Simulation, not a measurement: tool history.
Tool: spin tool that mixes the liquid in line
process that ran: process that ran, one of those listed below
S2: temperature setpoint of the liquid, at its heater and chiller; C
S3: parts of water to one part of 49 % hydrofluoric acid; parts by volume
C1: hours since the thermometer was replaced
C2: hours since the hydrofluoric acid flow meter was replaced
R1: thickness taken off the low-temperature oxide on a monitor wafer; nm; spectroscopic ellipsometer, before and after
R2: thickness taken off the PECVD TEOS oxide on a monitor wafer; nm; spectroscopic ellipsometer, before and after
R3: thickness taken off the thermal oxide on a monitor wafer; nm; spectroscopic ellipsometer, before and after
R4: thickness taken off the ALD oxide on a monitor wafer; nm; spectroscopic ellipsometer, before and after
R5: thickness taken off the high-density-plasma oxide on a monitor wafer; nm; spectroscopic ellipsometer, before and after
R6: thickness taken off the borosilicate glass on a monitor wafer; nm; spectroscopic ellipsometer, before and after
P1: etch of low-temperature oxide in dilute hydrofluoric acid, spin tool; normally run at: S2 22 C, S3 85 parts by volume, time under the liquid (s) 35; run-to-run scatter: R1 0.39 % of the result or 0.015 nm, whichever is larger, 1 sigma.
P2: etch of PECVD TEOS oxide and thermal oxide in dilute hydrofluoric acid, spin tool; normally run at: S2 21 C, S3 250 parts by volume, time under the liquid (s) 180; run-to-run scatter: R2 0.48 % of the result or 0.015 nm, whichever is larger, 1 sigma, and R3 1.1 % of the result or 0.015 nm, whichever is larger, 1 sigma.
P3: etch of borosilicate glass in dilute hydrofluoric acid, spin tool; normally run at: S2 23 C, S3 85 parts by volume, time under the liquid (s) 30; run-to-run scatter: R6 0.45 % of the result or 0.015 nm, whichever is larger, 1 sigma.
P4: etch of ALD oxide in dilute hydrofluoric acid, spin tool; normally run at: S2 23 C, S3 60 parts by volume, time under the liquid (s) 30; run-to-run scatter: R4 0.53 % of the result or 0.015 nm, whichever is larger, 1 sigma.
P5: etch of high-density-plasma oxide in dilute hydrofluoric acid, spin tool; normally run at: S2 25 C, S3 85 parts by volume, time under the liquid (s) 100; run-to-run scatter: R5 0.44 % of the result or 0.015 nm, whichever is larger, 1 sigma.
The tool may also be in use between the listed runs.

Run 1, hour 8.8: process that ran P1, S2 22 C, S3 85 parts by volume, time under the liquid (s) 35; C1 542.3; C2 1083.6. Result: R1 11.118 nm.
Run 2, hour 19.1: process that ran P2, S2 21 C, S3 250 parts by volume, time under the liquid (s) 295; C1 552.6; C2 1093.9. Result: R2 25.06 nm, R3 4.1217 nm.
Run 3, hour 30.6: process that ran P1, S2 22 C, S3 130 parts by volume, time under the liquid (s) 35; C1 564.1; C2 1105.4. Result: R1 6.9167 nm.
Run 4, hour 40.1: process that ran P1, S2 22 C, S3 85 parts by volume, time under the liquid (s) 35; C1 573.6; C2 1114.9. Result: R1 11.124 nm.
Run 5, hour 58.2: process that ran P2, S2 21 C, S3 250 parts by volume, time under the liquid (s) 180; C1 591.7; C2 1133. Result: R2 15.29 nm, R3 2.4894 nm.
Run 6, hour 69.8: process that ran P4, S2 23 C, S3 60 parts by volume, time under the liquid (s) 30; C1 603.3; C2 1144.6. Result: R4 10.405 nm.
Run 7, hour 86.7: process that ran P4, S2 29.5 C, S3 60 parts by volume, time under the liquid (s) 30; C1 620.2; C2 1161.5. Result: R4 13.42 nm.
Run 8, hour 98.9: process that ran P5, S2 17 C, S3 85 parts by volume, time under the liquid (s) 100; C1 632.4; C2 1173.7. Result: R5 4.4187 nm.
Run 9, hour 117: process that ran P1, S2 17 C, S3 85 parts by volume, time under the liquid (s) 50; C1 650.5; C2 1191.8. Result: R1 12.942 nm.
Run 10, hour 130.6: process that ran P1, S2 22 C, S3 85 parts by volume, time under the liquid (s) 50; C1 664.1; C2 1205.4. Result: R1 16.046 nm.
Run 11, hour 140.1: process that ran P1, S2 28 C, S3 85 parts by volume, time under the liquid (s) 35; C1 673.6; C2 1214.9. Result: R1 14.082 nm.
Run 12, hour 150.7: process that ran P1, S2 22 C, S3 85 parts by volume, time under the liquid (s) 35; C1 684.2; C2 1225.5. Result: R1 11.09 nm.
Run 13, hour 167.1: process that ran P3, S2 23 C, S3 45 parts by volume, time under the liquid (s) 30; C1 700.6; C2 1241.9. Result: R6 17.953 nm.
At hour 184.6: hydrofluoric acid flow meter replaced.
Run 14, hour 185.4: process that ran P2, S2 25 C, S3 250 parts by volume, time under the liquid (s) 180; C1 718.9; C2 0.8. Result: R2 17.567 nm, R3 2.8626 nm.
Run 15, hour 197: process that ran P5, S2 25 C, S3 140 parts by volume, time under the liquid (s) 100; C1 730.5; C2 12.4. Result: R5 3.4573 nm.
Run 16, hour 206.4: process that ran P1, S2 22 C, S3 85 parts by volume, time under the liquid (s) 35; C1 739.9; C2 21.8. Result: R1 11.089 nm.
Run 17, hour 222.8: process that ran P4, S2 23 C, S3 60 parts by volume, time under the liquid (s) 60; C1 756.3; C2 38.2. Result: R4 20.805 nm.
Run 18, hour 236.4: process that ran P3, S2 23 C, S3 85 parts by volume, time under the liquid (s) 30; C1 769.9; C2 51.8. Result: R6 9.1527 nm.
Run 19, hour 245.9: process that ran P1, S2 22 C, S3 125 parts by volume, time under the liquid (s) 15; C1 779.4; C2 61.3. Result: R1 3.0974 nm.
Run 20, hour 254.8: process that ran P5, S2 25 C, S3 85 parts by volume, time under the liquid (s) 100; C1 788.3; C2 70.2. Result: R5 6.1061 nm.
Run 21, hour 267.9: process that ran P3, S2 23 C, S3 85 parts by volume, time under the liquid (s) 15; C1 801.4; C2 83.3. Result: R6 4.5684 nm.

The next listed run, before its measurement:
Run 22, hour 284.1: process that ran P1, S2 17 C, S3 85 parts by volume, time under the liquid (s) 35; C1 817.6; C2 99.5. Result: R1 ?.

Run 22 gave R1 9.059 nm.
